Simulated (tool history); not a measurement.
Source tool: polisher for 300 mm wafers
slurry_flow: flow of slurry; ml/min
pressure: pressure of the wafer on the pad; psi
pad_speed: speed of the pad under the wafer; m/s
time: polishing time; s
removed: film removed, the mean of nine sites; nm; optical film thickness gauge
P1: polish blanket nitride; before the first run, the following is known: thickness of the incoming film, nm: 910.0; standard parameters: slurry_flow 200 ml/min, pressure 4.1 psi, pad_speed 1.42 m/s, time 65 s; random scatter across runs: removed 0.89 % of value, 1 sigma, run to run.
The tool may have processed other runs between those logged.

run     day  slurry_flow  pressure  pad_speed  time  wafers polished on this pad  hours since the slurry nozzle was cleaned  hours since the head pressure was calibrated  removed
  1   0.429          200       4.1       1.42    65                          202                                      140.6                                         798.4   186.61
  2   0.758          200       4.1       1.42    65                          281                                      148.5                                         806.3   185.51
  3   1.167          200       4.1       1.42    39                          378                                      158.3                                         816.1    110.4
  4   1.721          200       5.8       1.42    65                          511                                      171.6                                         829.4   261.15
      2.225  -- head pressure recalibrated
  5   2.338          120       4.1       1.42    65                          658                                      186.4                                           2.8   173.48
  6     2.8          200       4.1        0.7    65                          768                                      197.5                                          13.9   105.22
      3.108  -- slurry nozzle cleaned
  7    3.25          120       4.1       2.02    65                          876                                        3.4                                          24.7   227.41
  8   3.692          200       2.6       1.42    65                          981                                         14                                          35.3   118.43
  9   4.017          200       4.1       1.42    95                         1059                                       21.8                                          43.1   269.82
 10   4.508          290       4.1       1.42    65                         1176                                       33.6                                          54.9   191.37
 11   5.146          200       4.1       1.42    65                         1329                                       48.9                                          70.2   186.17
 12   5.717          200       4.1        2.1    65                         1465                                       62.6                                          83.9   253.41
 13   6.162          200       4.1       1.42    65                         1572                                       73.3                                          94.6    188.9
 14   6.804          200       4.1       1.42    65                         1725                                       88.7                                           110    185.5
 15   7.183          200       5.4       0.88    65                         1815                                       97.8                                         119.1   165.86
 16   7.658          200       4.1       1.42    65                         1929                                      109.2                                         130.5   187.37
 17   8.279          200       4.1       1.42    65                         2077                                      124.1                                         145.4   183.41
 18    8.85          200       4.1       1.42    65                         2213                                      137.8                                         159.1   179.46
 19   9.433          200       4.1       1.42    65                         2353                                      151.8                                         173.1   175.96
 20   9.758          200       4.1       1.42    65                         2430                                      159.6                                         180.9   178.36
      9.954  -- worn pad replaced by a new one
 21   10.25          200       4.1       1.42    65                           71                                      171.4                                         192.7   175.46
 22  10.554          200       4.1       1.42    65                          144                                      178.7                                           200   174.66
 23  11.171          200       4.1       1.42    65                          291                                      193.5                                         214.8   175.09
 24  11.804          200       4.1       1.42    65                          442                                      208.7                                           230    173.3
 25  12.446          200       4.1       1.42    65                          595                                      224.1                                         245.4   176.47
 26  12.742          200       4.1       1.42    65                          666                                      231.2                                         252.5   176.24

Compared with where it was, what P1 gives has crept away. Each cause listed below fits the log as well as the rest, at the size given for it:
A: slurry flow missing at the pad, % = 32.3
B: head's pressure below its setpoint, % = 5.98
Creep in the process output first set in at about day 7.658.
What rules out each remaining cause:
removal rate lost through wear of the pad, %: serviced at day 9.954, after the change had begun; the process did not return to its earlier output

Each of the check runs listed below is run on 3 wafers and reports their average, with the results left as question marks. Pick the one under which the possible causes would lead to clearly different results.
check 1  13.038          200       5.5       1.42    65                                                                                                                              ?
check 2  13.038          200       4.1       1.94    65                                                                                                                              ?
check 3  13.038          120       4.1       1.42    65                                                                                                                              ?
check 4  13.038          200       4.1       0.92    65                                                                                                                              ?

How each check would come out, cause by cause:
  check   result    if A    if B
check 1  removed  234.04  234.03
check 2  removed  223.93  223.92
check 3  removed  154.45  160.14
check 4  removed  123.28  123.28
Separation of the two closest causes in each check, using whichever result separates them best: check 1 0.01 %; check 2 0.01 %; check 3 3.62 %; check 4 0.01 %
Only check 3 tells the causes apart: in the others they would give nearly the same result.

Here is what check 3 returned: removed 159.36 nm. Which cause is it?

B is the cause: head's pressure below its setpoint, %.
